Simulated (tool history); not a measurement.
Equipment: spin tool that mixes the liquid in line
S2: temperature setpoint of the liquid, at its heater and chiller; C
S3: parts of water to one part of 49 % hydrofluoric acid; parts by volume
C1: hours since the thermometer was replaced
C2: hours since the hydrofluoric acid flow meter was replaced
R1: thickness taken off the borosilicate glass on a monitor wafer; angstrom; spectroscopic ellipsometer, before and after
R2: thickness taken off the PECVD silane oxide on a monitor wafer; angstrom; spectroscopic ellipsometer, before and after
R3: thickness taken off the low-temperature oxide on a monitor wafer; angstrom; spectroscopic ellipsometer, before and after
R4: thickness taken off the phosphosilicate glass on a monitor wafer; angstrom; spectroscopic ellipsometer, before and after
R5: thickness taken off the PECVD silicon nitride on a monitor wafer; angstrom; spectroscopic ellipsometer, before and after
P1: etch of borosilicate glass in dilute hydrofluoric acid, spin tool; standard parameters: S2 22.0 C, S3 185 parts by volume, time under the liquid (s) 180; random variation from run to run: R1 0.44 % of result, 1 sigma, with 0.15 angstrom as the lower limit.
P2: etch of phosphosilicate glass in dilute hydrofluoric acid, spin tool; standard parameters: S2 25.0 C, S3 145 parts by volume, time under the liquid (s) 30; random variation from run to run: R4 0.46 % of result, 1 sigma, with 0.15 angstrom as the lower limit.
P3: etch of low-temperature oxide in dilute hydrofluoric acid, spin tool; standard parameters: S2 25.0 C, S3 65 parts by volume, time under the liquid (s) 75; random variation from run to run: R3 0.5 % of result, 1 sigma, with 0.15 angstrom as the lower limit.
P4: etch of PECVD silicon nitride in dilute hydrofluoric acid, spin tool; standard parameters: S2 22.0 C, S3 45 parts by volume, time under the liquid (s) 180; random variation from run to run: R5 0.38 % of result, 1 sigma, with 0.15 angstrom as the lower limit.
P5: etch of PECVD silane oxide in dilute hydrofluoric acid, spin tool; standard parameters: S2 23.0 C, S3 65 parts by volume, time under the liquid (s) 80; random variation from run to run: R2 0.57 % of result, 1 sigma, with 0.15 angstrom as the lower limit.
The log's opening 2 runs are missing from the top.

Run 3, hour 27.7: process that ran P1, S2 22.0 C, S3 185 parts by volume, time under the liquid (s) 180; C1 1014.2; C2 560.5. Result: R1 420.01 angstrom.
Run 4, hour 42.5: process that ran P3, S2 25.0 C, S3 65 parts by volume, time under the liquid (s) 75; C1 1029.0; C2 575.3. Result: R3 320.10 angstrom.
Run 5, hour 49.0: process that ran P1, S2 17.0 C, S3 185 parts by volume, time under the liquid (s) 180; C1 1035.5; C2 581.8. Result: R1 346.80 angstrom.
Run 6, hour 56.2: process that ran P1, S2 22.0 C, S3 50 parts by volume, time under the liquid (s) 180; C1 1042.7; C2 589.0. Result: R1 1827.40 angstrom.
Run 7, hour 64.4: process that ran P1, S2 17.5 C, S3 185 parts by volume, time under the liquid (s) 265; C1 1050.9; C2 597.2. Result: R1 519.82 angstrom.
Run 8, hour 75.6: process that ran P2, S2 25.0 C, S3 60 parts by volume, time under the liquid (s) 30; C1 1062.1; C2 608.4. Result: R4 477.650 angstrom.
Run 9, hour 86.1: process that ran P3, S2 25.0 C, S3 65 parts by volume, time under the liquid (s) 35; C1 1072.6; C2 618.9. Result: R3 150.14 angstrom.
Run 10, hour 94.3: process that ran P5, S2 23.0 C, S3 65 parts by volume, time under the liquid (s) 80; C1 1080.8; C2 627.1. Result: R2 199.07 angstrom.
Run 11, hour 107.5: process that ran P4, S2 22.0 C, S3 20 parts by volume, time under the liquid (s) 180; C1 1094.0; C2 640.3. Result: R5 165.89 angstrom.
Run 12, hour 115.0: process that ran P1, S2 17.5 C, S3 185 parts by volume, time under the liquid (s) 305; C1 1101.5; C2 647.8. Result: R1 602.36 angstrom.
Run 13, hour 123.4: process that ran P4, S2 29.5 C, S3 45 parts by volume, time under the liquid (s) 180; C1 1109.9; C2 656.2. Result: R5 125.94 angstrom.
Run 14, hour 137.0: process that ran P3, S2 25.0 C, S3 35 parts by volume, time under the liquid (s) 75; C1 1123.5; C2 669.8. Result: R3 617.35 angstrom.
Run 15, hour 149.2: process that ran P1, S2 26.0 C, S3 185 parts by volume, time under the liquid (s) 180; C1 1135.7; C2 682.0. Result: R1 490.77 angstrom.
Run 16, hour 155.9: process that ran P3, S2 33.0 C, S3 65 parts by volume, time under the liquid (s) 75; C1 1142.4; C2 688.7. Result: R3 440.13 angstrom.
Run 17, hour 165.3: process that ran P1, S2 22.0 C, S3 185 parts by volume, time under the liquid (s) 180; C1 1151.8; C2 698.1. Result: R1 423.89 angstrom.
Run 18, hour 172.9: process that ran P5, S2 23.0 C, S3 85 parts by volume, time under the liquid (s) 80; C1 1159.4; C2 705.7. Result: R2 149.22 angstrom.
Run 19, hour 183.5: process that ran P1, S2 22.0 C, S3 185 parts by volume, time under the liquid (s) 95; C1 1170.0; C2 716.3. Result: R1 224.33 angstrom.
Run 20, hour 191.5: process that ran P1, S2 27.5 C, S3 250 parts by volume, time under the liquid (s) 180; C1 1178.0; C2 724.3. Result: R1 355.54 angstrom.
Run 21, hour 203.9: process that ran P2, S2 19.0 C, S3 145 parts by volume, time under the liquid (s) 30; C1 1190.4; C2 736.7. Result: R4 140.180 angstrom.
Run 22, hour 218.5: process that ran P1, S2 22.0 C, S3 185 parts by volume, time under the liquid (s) 180; C1 1205.0; C2 751.3. Result: R1 422.04 angstrom.
Run 23, hour 227.9: process that ran P5, S2 23.0 C, S3 65 parts by volume, time under the liquid (s) 80; C1 1214.4; C2 760.7. Result: R2 200.78 angstrom.
Run 24, hour 239.8: process that ran P5, S2 29.0 C, S3 65 parts by volume, time under the liquid (s) 80; C1 1226.3; C2 772.6. Result: R2 252.07 angstrom.
Run 25, hour 253.4: process that ran P2, S2 25.0 C, S3 145 parts by volume, time under the liquid (s) 15; C1 1239.9; C2 786.2. Result: R4 88.676 angstrom.
Run 26, hour 263.2: process that ran P1, S2 22.0 C, S3 285 parts by volume, time under the liquid (s) 180; C1 1249.7; C2 796.0. Result: R1 248.54 angstrom.

What does the tool deliver on the next run?
Run 27, hour 271.8: process that ran P4, S2 22.0 C, S3 45 parts by volume, time under the liquid (s) 340; C1 1258.3; C2 804.6. Result: R5 ?.

Run 27 came out at R5 142.75 angstrom.
